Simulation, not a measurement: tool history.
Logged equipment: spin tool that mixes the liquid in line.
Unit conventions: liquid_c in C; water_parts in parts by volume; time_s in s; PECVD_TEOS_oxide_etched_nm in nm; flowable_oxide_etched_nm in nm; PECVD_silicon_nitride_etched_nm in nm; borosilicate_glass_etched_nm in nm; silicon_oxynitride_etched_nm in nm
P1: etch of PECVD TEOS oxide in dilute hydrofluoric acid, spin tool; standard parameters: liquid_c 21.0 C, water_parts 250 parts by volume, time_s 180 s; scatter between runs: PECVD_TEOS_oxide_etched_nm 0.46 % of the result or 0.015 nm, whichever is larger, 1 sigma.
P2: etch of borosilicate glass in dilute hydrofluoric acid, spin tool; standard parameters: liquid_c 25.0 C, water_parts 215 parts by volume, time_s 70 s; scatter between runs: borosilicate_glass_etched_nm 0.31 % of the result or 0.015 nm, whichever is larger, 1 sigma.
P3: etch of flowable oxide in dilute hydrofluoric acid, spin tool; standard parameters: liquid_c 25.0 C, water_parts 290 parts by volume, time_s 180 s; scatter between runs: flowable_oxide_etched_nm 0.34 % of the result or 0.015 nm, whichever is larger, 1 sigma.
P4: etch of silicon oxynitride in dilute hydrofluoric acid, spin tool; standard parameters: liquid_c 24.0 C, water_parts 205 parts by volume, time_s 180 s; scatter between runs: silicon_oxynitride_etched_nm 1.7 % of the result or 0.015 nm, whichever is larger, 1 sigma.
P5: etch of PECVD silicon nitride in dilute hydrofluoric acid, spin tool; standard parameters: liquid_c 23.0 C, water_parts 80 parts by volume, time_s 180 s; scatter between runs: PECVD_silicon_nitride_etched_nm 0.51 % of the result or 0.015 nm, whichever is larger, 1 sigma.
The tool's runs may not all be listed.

run,hour,process,liquid_c,water_parts,time_s,hours since the thermometer was replaced,hours since the hydrofluoric acid flow meter was replaced,PECVD_TEOS_oxide_etched_nm,flowable_oxide_etched_nm,PECVD_silicon_nitride_etched_nm,borosilicate_glass_etched_nm,silicon_oxynitride_etched_nm
1,5.1,P1,21.0,250,180,861.6,312.4,8.7205,,,,
2,8.6,P3,31.5,290,180,865.1,315.9,,33.265,,,
3,14.7,P5,23.0,80,15,871.2,322.0,,,0.68035,,
4,20.0,P3,25.0,290,180,876.5,327.3,,26.850,,,
5,24.5,P1,21.0,250,180,881.0,331.8,8.7524,,,,
6,32.1,P3,25.0,290,305,888.6,339.4,,45.389,,,
7,36.7,P5,23.0,80,180,893.2,344.0,,,8.21830,,
8,41.0,P2,30.0,215,70,897.5,348.3,,,,9.3349,
9,47.1,P1,17.0,250,180,903.6,354.4,7.4871,,,,
10,52.7,P4,24.0,85,180,909.2,360.0,,,,,3.12700
11,59.6,P2,25.0,340,70,916.1,366.9,,,,4.3517,
12,63.3,P1,21.0,355,180,919.8,370.6,5.5671,,,,
13,70.6,P1,21.0,75,180,927.1,377.9,35.1850,,,,
14,74.4,P1,26.0,365,180,930.9,381.7,6.3676,,,,
15,77.8,P1,21.0,250,180,934.3,385.1,8.7246,,,,
16,83.7,P4,17.0,205,180,940.2,391.0,,,,,0.86776
17,90.5,P4,24.0,205,355,947.0,397.8,,,,,2.27480
18,95.8,P5,23.0,20,180,952.3,403.1,,,31.67900,,
19,102.2,P2,25.0,215,70,958.7,409.5,,,,7.8131,
20,106.9,P3,25.0,115,180,963.4,414.2,,82.016,,,
21,111.2,P1,25.0,250,20,967.7,418.5,1.1422,,,,
22,117.8,P5,23.0,80,180,974.3,425.1,,,8.14830,,
23,122.8,P2,25.0,215,30,979.3,430.1,,,,3.3567,
24,129.4,P4,24.0,205,180,985.9,436.7,,,,,1.20290
25,134.7,P1,21.0,250,180,991.2,442.0,8.7337,,,,
26,138.6,P4,24.0,205,180,995.1,445.9,,,,,1.21690
27,146.0,P1,25.5,250,180,1002.5,453.3,10.2640,,,,
28,149.5,P1,21.0,250,350,1006.0,456.8,17.1040,,,,
29,156.9,P2,25.0,215,70,1013.4,464.2,,,,7.7938,
30,163.6,P1,21.0,250,60,1020.1,470.9,2.9436,,,,
31,171.0,P5,29.5,80,180,1027.5,478.3,,,12.43600,,
32,175.9,P1,21.0,250,180,1032.4,483.2,8.7667,,,,
33,183.0,P1,21.0,250,180,1039.5,490.3,8.7667,,,,
34,188.5,P1,21.0,250,180,1045.0,495.8,9.0253,,,,
35,193.3,P1,21.0,250,180,1049.8,500.6,9.1746,,,,
36,199.3,P1,21.0,250,180,1055.8,506.6,9.2360,,,,
37,204.8,P1,21.0,250,180,1061.3,512.1,9.3236,,,,
38,210.9,P1,21.0,250,180,1067.4,518.2,9.2895,,,,
39,216.9,P1,21.0,250,180,1073.4,524.2,9.3006,,,,
40,222.3,P1,21.0,250,180,1078.8,529.6,9.3946,,,,

P1 has crept away from where it was. The log is fitted equally well by each of these 2 causes, at the sizes shown:
A: hydrofluoric acid flow above the setpoint (%) = 5.66
B: liquid hotter than its thermometer reads (K) = 1.86
Onset of the creep was near hour 183.0.

Below are 4 check runs, each on a single wafer, with their results shown as question marks. Which of them would tell the listed causes apart, meaning the causes would give clearly different results under it?
check 1,227.7,P3,25.0,290,180,,,,?,,,
check 2,227.7,P2,25.0,215,70,,,,,,?,
check 3,227.7,P5,23.0,80,180,,,,,?,,
check 4,227.7,P4,24.0,205,180,,,,,,,?

What every check run would give for each of its results, assuming each possible cause in turn:
check,result,if A,if B
check 1,flowable_oxide_etched_nm,28.763,28.554
check 2,borosilicate_glass_etched_nm,8.3723,8.3638
check 3,PECVD_silicon_nitride_etched_nm,8.64070,9.26350
check 4,silicon_oxynitride_etched_nm,1.26550,1.28930
Per-check spread between the two closest causes, in the result where they differ most: check 1 0.73 %; check 2 0.1 %; check 3 6.96 %; check 4 1.87 %
Check 3 is the one run that separates the causes; every other check would come out nearly the same whichever cause is at work.

The results of check 3 are: PECVD_silicon_nitride_etched_nm 9.34740 nm. Based on these, which of the listed causes is it?

B is the cause: liquid hotter than its thermometer reads (K).
